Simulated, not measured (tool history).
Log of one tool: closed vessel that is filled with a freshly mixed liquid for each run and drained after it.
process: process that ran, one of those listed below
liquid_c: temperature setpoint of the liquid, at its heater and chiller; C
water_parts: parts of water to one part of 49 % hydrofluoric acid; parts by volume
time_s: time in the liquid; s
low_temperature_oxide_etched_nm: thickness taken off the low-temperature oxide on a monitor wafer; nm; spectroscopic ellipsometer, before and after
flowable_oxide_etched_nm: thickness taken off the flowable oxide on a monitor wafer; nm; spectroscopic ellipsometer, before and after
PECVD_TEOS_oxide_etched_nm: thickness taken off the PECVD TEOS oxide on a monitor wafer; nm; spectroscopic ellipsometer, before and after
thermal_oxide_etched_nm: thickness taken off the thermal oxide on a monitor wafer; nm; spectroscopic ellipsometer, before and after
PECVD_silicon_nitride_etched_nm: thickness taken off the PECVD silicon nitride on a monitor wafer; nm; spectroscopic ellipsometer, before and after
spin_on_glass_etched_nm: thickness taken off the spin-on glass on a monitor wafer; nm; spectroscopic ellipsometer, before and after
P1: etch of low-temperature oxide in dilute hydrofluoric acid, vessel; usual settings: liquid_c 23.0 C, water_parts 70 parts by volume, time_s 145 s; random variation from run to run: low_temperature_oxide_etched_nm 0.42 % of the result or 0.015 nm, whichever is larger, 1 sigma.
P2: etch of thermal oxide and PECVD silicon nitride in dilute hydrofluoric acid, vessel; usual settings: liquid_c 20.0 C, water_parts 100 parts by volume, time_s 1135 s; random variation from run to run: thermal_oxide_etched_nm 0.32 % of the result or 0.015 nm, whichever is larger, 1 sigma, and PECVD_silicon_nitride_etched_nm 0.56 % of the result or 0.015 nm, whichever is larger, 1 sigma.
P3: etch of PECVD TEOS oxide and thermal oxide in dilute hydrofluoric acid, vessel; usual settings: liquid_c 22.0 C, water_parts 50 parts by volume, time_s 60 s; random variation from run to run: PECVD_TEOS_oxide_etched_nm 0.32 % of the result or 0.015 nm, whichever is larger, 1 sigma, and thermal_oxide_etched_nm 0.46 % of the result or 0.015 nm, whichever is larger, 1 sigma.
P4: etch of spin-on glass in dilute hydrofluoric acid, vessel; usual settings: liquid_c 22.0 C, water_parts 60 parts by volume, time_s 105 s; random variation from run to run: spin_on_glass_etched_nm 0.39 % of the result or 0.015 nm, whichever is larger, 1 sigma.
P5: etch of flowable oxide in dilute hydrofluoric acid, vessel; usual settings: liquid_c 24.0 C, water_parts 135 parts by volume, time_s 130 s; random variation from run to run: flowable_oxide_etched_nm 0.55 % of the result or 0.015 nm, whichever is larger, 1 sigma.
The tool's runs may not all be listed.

run,hour,process,liquid_c,water_parts,time_s,hours since the thermometer was replaced,hours since the hydrofluoric acid flow meter was replaced,low_temperature_oxide_etched_nm,flowable_oxide_etched_nm,PECVD_TEOS_oxide_etched_nm,thermal_oxide_etched_nm,PECVD_silicon_nitride_etched_nm,spin_on_glass_etched_nm
1,15.3,P1,23.0,70,145,1168.0,1115.3,35.826,,,,,
2,31.9,P1,23.0,70,145,1184.6,1131.9,35.559,,,,,
3,41.9,P1,23.0,70,145,1194.6,1141.9,35.777,,,,,
4,58.7,P1,23.0,70,60,1211.4,1158.7,14.794,,,,,
5,71.4,P1,27.0,100,145,1224.1,1171.4,28.149,,,,,
6,84.5,P5,24.0,135,130,1237.2,1184.5,,27.448,,,,
7,100.6,P3,22.0,50,30,1253.3,1200.6,,,16.403,2.7040,,
8,119.7,P2,20.0,50,1135,1272.4,1219.7,,,,97.1490,82.018,
9,137.1,P4,27.0,60,105,1289.8,1237.1,,,,,,44.772
10,147.0,P5,24.0,250,130,1299.7,1247.0,,13.167,,,,
11,158.1,P2,20.0,100,1135,1310.8,1258.1,,,,45.9280,41.623,
12,175.0,P4,22.0,60,40,1327.7,1275.0,,,,,,13.843
13,187.6,P3,22.0,90,60,1340.3,1287.6,,,17.312,2.8523,,
14,200.6,P5,18.5,135,130,1353.3,1300.6,,22.276,,,,
15,216.3,P1,23.0,70,145,1369.0,1316.3,35.609,,,,,
16,225.0,P1,23.0,70,285,1377.7,1325.0,70.177,,,,,
17,239.4,P4,22.0,60,105,1392.1,1339.4,,,,,,36.571
18,254.8,P1,23.0,70,145,1407.5,1354.8,35.816,,,,,
19,268.4,P1,23.0,100,145,1421.1,1368.4,24.179,,,,,
20,283.9,P4,22.0,105,105,1436.6,1383.9,,,,,,19.674
21,296.0,P3,26.0,50,60,1448.7,1396.0,,,38.704,6.3797,,
22,305.2,P5,24.0,135,130,1457.9,1405.2,,27.565,,,,
23,323.8,P1,23.0,70,145,1476.5,1423.8,35.797,,,,,
24,342.9,P1,17.0,70,145,1495.6,1442.9,27.838,,,,,
25,351.8,P2,20.0,100,2110,1504.5,1451.8,,,,85.7750,76.158,
26,370.9,P1,23.0,40,255,1523.6,1470.9,114.410,,,,,
27,379.7,P5,24.0,135,70,1532.4,1479.7,,14.723,,,,
28,395.3,P1,23.0,40,145,1548.0,1495.3,64.674,,,,,
29,406.1,P2,25.0,100,1135,1558.8,1506.1,,,,56.4070,57.693,
30,415.5,P1,27.0,70,145,1568.2,1515.5,42.022,,,,,
31,433.5,P3,22.0,50,60,1586.2,1533.5,,,32.704,5.4167,,
32,442.4,P2,20.0,100,1135,1595.1,1542.4,,,,46.1640,41.492,
33,455.3,P1,23.0,70,145,1608.0,1555.3,35.921,,,,,
34,470.0,P1,23.0,70,145,1622.7,1570.0,35.617,,,,,
35,481.1,P1,23.0,70,145,1633.8,1581.1,36.474,,,,,
36,492.2,P1,23.0,70,145,1644.9,1592.2,37.332,,,,,
37,502.8,P1,23.0,70,145,1655.5,1602.8,37.712,,,,,
38,515.4,P1,23.0,70,145,1668.1,1615.4,37.962,,,,,
39,529.0,P1,23.0,70,145,1681.7,1629.0,38.087,,,,,
40,537.9,P1,23.0,70,145,1690.6,1637.9,38.307,,,,,
41,547.5,P1,23.0,70,145,1700.2,1647.5,38.354,,,,,
42,560.1,P1,23.0,70,145,1712.8,1660.1,38.323,,,,,
43,569.4,P1,23.0,70,145,1722.1,1669.4,38.403,,,,,

What P1 gives has crept away from where it was. These 2 causes fit the log equally well, each at the size given:
A: hydrofluoric acid flow above the setpoint (%) = 6.59
B: liquid hotter than its thermometer reads (K) = 1.71
The creep began at about hour 470.0.

4 check runs are offered, one wafer each, their results left as question marks. Which one tells the causes apart?
check 1,578.7,P2,20.0,100,1135,,,,,,?,?,
check 2,578.7,P3,22.0,50,60,,,,,?,?,,
check 3,578.7,P4,22.0,60,105,,,,,,,,?
check 4,578.7,P5,24.0,135,130,,,,?,,,,

What each check would give under each cause:
check,result,if A,if B
check 1,thermal_oxide_etched_nm,49.3320,49.2810
check 1,PECVD_silicon_nitride_etched_nm,43.986,46.396
check 2,PECVD_TEOS_oxide_etched_nm,35.030,35.146
check 2,thermal_oxide_etched_nm,5.7820,5.8012
check 3,spin_on_glass_etched_nm,39.023,39.102
check 4,flowable_oxide_etched_nm,29.630,29.390
How far apart the two closest causes lie, in the result that separates them most: check 1 5.33 %; check 2 0.33 %; check 3 0.2 %; check 4 0.81 %
Only check 1 tells the causes apart: in the others they would give nearly the same result.

Then check 1 was run and gave: thermal_oxide_etched_nm 49.5580 nm; PECVD_silicon_nitride_etched_nm 43.573 nm. Which cause is it?

It is A: hydrofluoric acid flow above the setpoint (%).
